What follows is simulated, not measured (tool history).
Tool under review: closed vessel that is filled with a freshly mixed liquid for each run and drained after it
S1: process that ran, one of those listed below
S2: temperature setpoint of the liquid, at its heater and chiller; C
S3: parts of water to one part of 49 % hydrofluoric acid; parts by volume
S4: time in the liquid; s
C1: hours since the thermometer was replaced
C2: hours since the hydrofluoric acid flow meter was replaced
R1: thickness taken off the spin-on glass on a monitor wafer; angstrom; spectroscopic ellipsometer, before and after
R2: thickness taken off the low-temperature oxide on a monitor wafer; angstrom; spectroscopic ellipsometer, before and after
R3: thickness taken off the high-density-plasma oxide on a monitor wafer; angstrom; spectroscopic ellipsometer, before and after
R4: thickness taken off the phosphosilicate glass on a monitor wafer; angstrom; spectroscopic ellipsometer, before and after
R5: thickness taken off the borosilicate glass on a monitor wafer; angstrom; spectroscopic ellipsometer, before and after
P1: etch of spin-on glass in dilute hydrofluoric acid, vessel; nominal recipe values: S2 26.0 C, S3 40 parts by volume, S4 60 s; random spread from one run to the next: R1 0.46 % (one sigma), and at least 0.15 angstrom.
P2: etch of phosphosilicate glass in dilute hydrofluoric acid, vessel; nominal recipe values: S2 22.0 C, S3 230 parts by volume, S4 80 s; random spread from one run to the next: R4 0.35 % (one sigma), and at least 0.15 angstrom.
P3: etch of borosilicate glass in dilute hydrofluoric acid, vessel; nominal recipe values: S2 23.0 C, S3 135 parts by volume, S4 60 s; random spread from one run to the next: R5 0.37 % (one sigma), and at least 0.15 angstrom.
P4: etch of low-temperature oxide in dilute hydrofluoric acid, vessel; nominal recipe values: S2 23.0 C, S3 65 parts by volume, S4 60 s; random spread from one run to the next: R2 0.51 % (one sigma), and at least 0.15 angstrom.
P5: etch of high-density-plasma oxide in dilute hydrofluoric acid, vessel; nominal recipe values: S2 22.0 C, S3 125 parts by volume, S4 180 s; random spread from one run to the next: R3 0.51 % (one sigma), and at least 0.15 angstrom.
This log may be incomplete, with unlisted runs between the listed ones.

run 1 hour=18.5 | S1=P1 S2=26.0 S3=40 S4=60 | C1=1235.3 C2=386.2 | R1=624.04
run 2 hour=29.4 | S1=P4 S2=23.0 S3=65 S4=60 | C1=1246.2 C2=397.1 | R2=212.10
run 3 hour=48.0 | S1=P1 S2=26.0 S3=40 S4=60 | C1=1264.8 C2=415.7 | R1=618.19
run 4 hour=61.5 | S1=P1 S2=26.0 S3=40 S4=60 | C1=1278.3 C2=429.2 | R1=622.75
run 5 hour=71.9 | S1=P1 S2=34.0 S3=40 S4=60 | C1=1288.7 C2=439.6 | R1=855.49
run 6 hour=82.8 | S1=P4 S2=23.0 S3=65 S4=60 | C1=1299.6 C2=450.5 | R2=214.27
run 7 hour=92.6 | S1=P5 S2=27.0 S3=125 S4=180 | C1=1309.4 C2=460.3 | R3=80.661
run 8 hour=101.9 | S1=P5 S2=22.0 S3=125 S4=180 | C1=1318.7 C2=469.6 | R3=66.621
run 9 hour=116.3 | S1=P5 S2=22.0 S3=125 S4=180 | C1=1333.1 C2=484.0 | R3=67.025
run 10 hour=126.6 | S1=P2 S2=22.0 S3=230 S4=80 | C1=1343.4 C2=494.3 | R4=445.44
run 11 hour=145.3 | S1=P2 S2=22.0 S3=410 S4=80 | C1=1362.1 C2=513.0 | R4=210.72
run 12 hour=163.2 | S1=P5 S2=22.0 S3=125 S4=310 | C1=1380.0 C2=530.9 | R3=114.100
run 13 hour=179.6 | S1=P2 S2=29.5 S3=230 S4=80 | C1=1396.4 C2=547.3 | R4=580.57
run 14 hour=196.1 | S1=P1 S2=26.0 S3=65 S4=60 | C1=1412.9 C2=563.8 | R1=370.30
run 15 hour=209.3 | S1=P1 S2=22.5 S3=20 S4=60 | C1=1426.1 C2=577.0 | R1=1108.80
run 16 hour=226.8 | S1=P1 S2=21.5 S3=40 S4=60 | C1=1443.6 C2=594.5 | R1=511.84
run 17 hour=244.9 | S1=P1 S2=31.5 S3=40 S4=30 | C1=1461.7 C2=612.6 | R1=386.68
run 18 hour=255.5 | S1=P1 S2=26.0 S3=40 S4=60 | C1=1472.3 C2=623.2 | R1=623.11
run 19 hour=267.6 | S1=P4 S2=23.0 S3=105 S4=60 | C1=1484.4 C2=635.3 | R2=124.98
run 20 hour=280.5 | S1=P4 S2=23.0 S3=65 S4=30 | C1=1497.3 C2=648.2 | R2=106.34
run 21 hour=298.1 | S1=P3 S2=23.0 S3=135 S4=105 | C1=1514.9 C2=665.8 | R5=293.13
run 22 hour=306.4 | S1=P3 S2=23.0 S3=135 S4=60 | C1=1523.2 C2=674.1 | R5=168.78
run 23 hour=325.2 | S1=P2 S2=22.0 S3=230 S4=30 | C1=1542.0 C2=692.9 | R4=166.74
run 24 hour=335.4 | S1=P2 S2=22.0 S3=230 S4=80 | C1=1552.2 C2=703.1 | R4=446.56
run 25 hour=347.7 | S1=P1 S2=26.0 S3=40 S4=110 | C1=1564.5 C2=715.4 | R1=1144.20
run 26 hour=365.7 | S1=P3 S2=17.0 S3=135 S4=60 | C1=1582.5 C2=733.4 | R5=131.77
run 27 hour=376.3 | S1=P5 S2=22.0 S3=70 S4=180 | C1=1593.1 C2=744.0 | R3=126.870
run 28 hour=385.4 | S1=P1 S2=26.0 S3=20 S4=60 | C1=1602.2 C2=753.1 | R1=1286.90
run 29 hour=397.0 | S1=P4 S2=29.5 S3=65 S4=60 | C1=1613.8 C2=764.7 | R2=274.58
run 30 hour=412.9 | S1=P1 S2=26.0 S3=40 S4=60 | C1=1629.7 C2=780.6 | R1=624.84

Run 31 is up next; what results do you expect?
run 31 hour=428.0 | S1=P1 S2=26.0 S3=40 S4=35 | C1=1644.8 C2=795.7 | R1=?

R1: 366.01 angstrom
